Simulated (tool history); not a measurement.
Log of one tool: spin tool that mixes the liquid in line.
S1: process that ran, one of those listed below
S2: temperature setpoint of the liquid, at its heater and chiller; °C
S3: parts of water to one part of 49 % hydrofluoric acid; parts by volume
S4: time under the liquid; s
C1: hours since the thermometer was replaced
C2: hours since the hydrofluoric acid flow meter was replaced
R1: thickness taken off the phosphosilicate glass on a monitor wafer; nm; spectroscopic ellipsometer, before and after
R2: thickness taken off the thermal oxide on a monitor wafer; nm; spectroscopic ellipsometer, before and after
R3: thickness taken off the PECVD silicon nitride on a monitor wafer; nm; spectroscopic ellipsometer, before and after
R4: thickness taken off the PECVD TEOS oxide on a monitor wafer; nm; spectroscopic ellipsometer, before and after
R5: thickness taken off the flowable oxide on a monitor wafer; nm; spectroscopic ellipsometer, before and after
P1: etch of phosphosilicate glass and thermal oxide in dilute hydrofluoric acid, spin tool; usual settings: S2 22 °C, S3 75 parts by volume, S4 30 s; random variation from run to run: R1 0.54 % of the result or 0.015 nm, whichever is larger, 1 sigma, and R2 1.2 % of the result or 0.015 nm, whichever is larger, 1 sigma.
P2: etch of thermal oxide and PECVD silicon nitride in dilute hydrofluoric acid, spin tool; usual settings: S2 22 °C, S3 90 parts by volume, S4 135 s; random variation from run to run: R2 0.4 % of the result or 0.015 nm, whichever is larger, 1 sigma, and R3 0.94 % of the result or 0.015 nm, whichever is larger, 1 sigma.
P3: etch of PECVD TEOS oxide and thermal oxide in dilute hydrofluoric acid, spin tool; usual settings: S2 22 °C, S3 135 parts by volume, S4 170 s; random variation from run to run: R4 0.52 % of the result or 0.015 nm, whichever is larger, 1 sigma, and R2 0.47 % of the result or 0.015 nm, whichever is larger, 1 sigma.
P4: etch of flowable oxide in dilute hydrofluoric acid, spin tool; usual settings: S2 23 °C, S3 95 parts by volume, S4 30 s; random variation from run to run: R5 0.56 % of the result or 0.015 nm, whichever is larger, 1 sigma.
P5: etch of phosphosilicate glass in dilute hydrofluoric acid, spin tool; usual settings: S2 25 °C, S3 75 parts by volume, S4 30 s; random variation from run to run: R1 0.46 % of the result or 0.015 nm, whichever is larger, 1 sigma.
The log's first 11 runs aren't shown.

run,hour,S1,S2,S3,S4,C1,C2,R1,R2,R3,R4,R5
12,39.9,P4,23,95,50,936.3,1234.4,,,,,13.676
13,42.1,P2,22,90,135,938.5,1236.6,,6.5725,2.2987,,
14,45,P2,22,130,135,941.4,1239.5,,4.3974,1.5996,,
15,49.2,P3,22,135,170,945.6,1243.7,,5.334,,28.76,
16,51.2,P4,23,95,30,947.6,1245.7,,,,,8.1356
17,53.6,P3,27,135,170,950,1248.1,,6.5152,,35.072,
18,56.6,P1,22,35,15,953,1251.1,79.789,2.0129,,,
19,61,P5,25,135,30,957.4,1255.5,13.649,,,,
20,64.4,P1,22,75,15,960.8,1258.9,35.831,0.89384,,,
21,66.8,P1,22,20,30,963.2,1261.3,290.71,7.2887,,,
22,71.1,P4,23,145,30,967.5,1265.6,,,,,5.0377
23,75.2,P4,23,95,30,971.6,1269.7,,,,,8.1001
24,78.6,P2,22,90,135,975,1273.1,,6.5768,2.284,,
25,81.1,P4,17,95,30,977.5,1275.6,,,,,6.4577

Run 26 comes next. What will it give?
26,83.2,P3,22,240,170,979.6,1277.7,,?,,?,

Run 26 gave R2 2.7176 nm, R4 14.65 nm.
